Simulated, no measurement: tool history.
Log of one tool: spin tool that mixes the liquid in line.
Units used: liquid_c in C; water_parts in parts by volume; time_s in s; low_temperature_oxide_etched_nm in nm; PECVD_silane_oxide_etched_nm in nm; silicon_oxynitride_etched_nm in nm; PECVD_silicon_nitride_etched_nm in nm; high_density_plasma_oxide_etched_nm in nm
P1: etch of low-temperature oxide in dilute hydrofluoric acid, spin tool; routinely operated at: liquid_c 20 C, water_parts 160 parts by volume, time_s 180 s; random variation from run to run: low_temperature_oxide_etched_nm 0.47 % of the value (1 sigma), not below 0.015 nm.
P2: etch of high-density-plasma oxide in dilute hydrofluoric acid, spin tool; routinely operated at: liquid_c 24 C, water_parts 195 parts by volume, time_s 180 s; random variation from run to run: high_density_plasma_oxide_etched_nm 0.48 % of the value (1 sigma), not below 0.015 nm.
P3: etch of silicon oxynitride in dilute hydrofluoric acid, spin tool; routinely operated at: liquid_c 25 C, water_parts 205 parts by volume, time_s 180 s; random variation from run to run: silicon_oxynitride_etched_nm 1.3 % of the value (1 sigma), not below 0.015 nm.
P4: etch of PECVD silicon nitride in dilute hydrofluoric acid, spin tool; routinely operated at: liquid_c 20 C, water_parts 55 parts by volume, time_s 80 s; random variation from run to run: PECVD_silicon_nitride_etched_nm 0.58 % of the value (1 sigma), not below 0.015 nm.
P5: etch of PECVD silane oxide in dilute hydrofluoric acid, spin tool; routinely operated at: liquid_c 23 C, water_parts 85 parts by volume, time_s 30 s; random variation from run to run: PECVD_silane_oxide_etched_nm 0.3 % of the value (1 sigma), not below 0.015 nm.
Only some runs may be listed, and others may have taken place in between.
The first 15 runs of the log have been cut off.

run   hour  process  liquid_c  water_parts  time_s  hours since the thermometer was replaced  hours since the hydrofluoric acid flow meter was replaced  low_temperature_oxide_etched_nm  PECVD_silane_oxide_etched_nm  silicon_oxynitride_etched_nm  PECVD_silicon_nitride_etched_nm  high_density_plasma_oxide_etched_nm
 16  115.2       P2        29          195     180                                      50.5                                                      269.8                                                                                                                                                             5.4098
 17  125.2       P1        20          275     320                                      60.5                                                      279.8                           21.196
 18  132.3       P1      25.5          220     180                                      67.6                                                      286.9                           19.388
 19  137.8       P1        20           40     180                                      73.1                                                      292.4                           105.13
 20  143.4       P3        25          205     180                                      78.7                                                        298                                                                                       2.1781
 21  148.5       P2        24          195     180                                      83.8                                                      303.1                                                                                                                                                              4.451
 22  157.6       P1        20          160     180                                      92.9                                                      312.2                           22.918
 23  162.2       P2        24          195     265                                      97.5                                                      316.8                                                                                                                                                               6.63
 24  168.1       P2        24          270     180                                     103.4                                                      322.7                                                                                                                                                             3.0162
 25  177.2       P3        25          205     330                                     112.5                                                      331.8                                                                                       4.0029
 26  183.5       P4        20           55      80                                     118.8                                                      338.1                                                                                                                         3.956
 27  188.8       P1        20          160      85                                     124.1                                                      343.4                           10.866
 28  195.2       P5      31.5           85      30                                     130.5                                                      349.8                                                         16.064
 29  201.4       P1      27.5          160     180                                     136.7                                                        356                           30.241
 30  206.4       P1        20          160     335                                     141.7                                                        361                           43.121
 31  211.6       P1        20          160     180                                     146.9                                                      366.2                           23.003
 32    219       P1        20          160     180                                     154.3                                                      373.6                           22.346
 33  228.9       P1        20          160     180                                     164.2                                                      383.5                           22.028

Expected results for the next run?
 34  234.8       P1        20          160     180                                     170.1                                                      389.4                                ?

{"run 34": {"low_temperature_oxide_etched_nm": 22.247}}

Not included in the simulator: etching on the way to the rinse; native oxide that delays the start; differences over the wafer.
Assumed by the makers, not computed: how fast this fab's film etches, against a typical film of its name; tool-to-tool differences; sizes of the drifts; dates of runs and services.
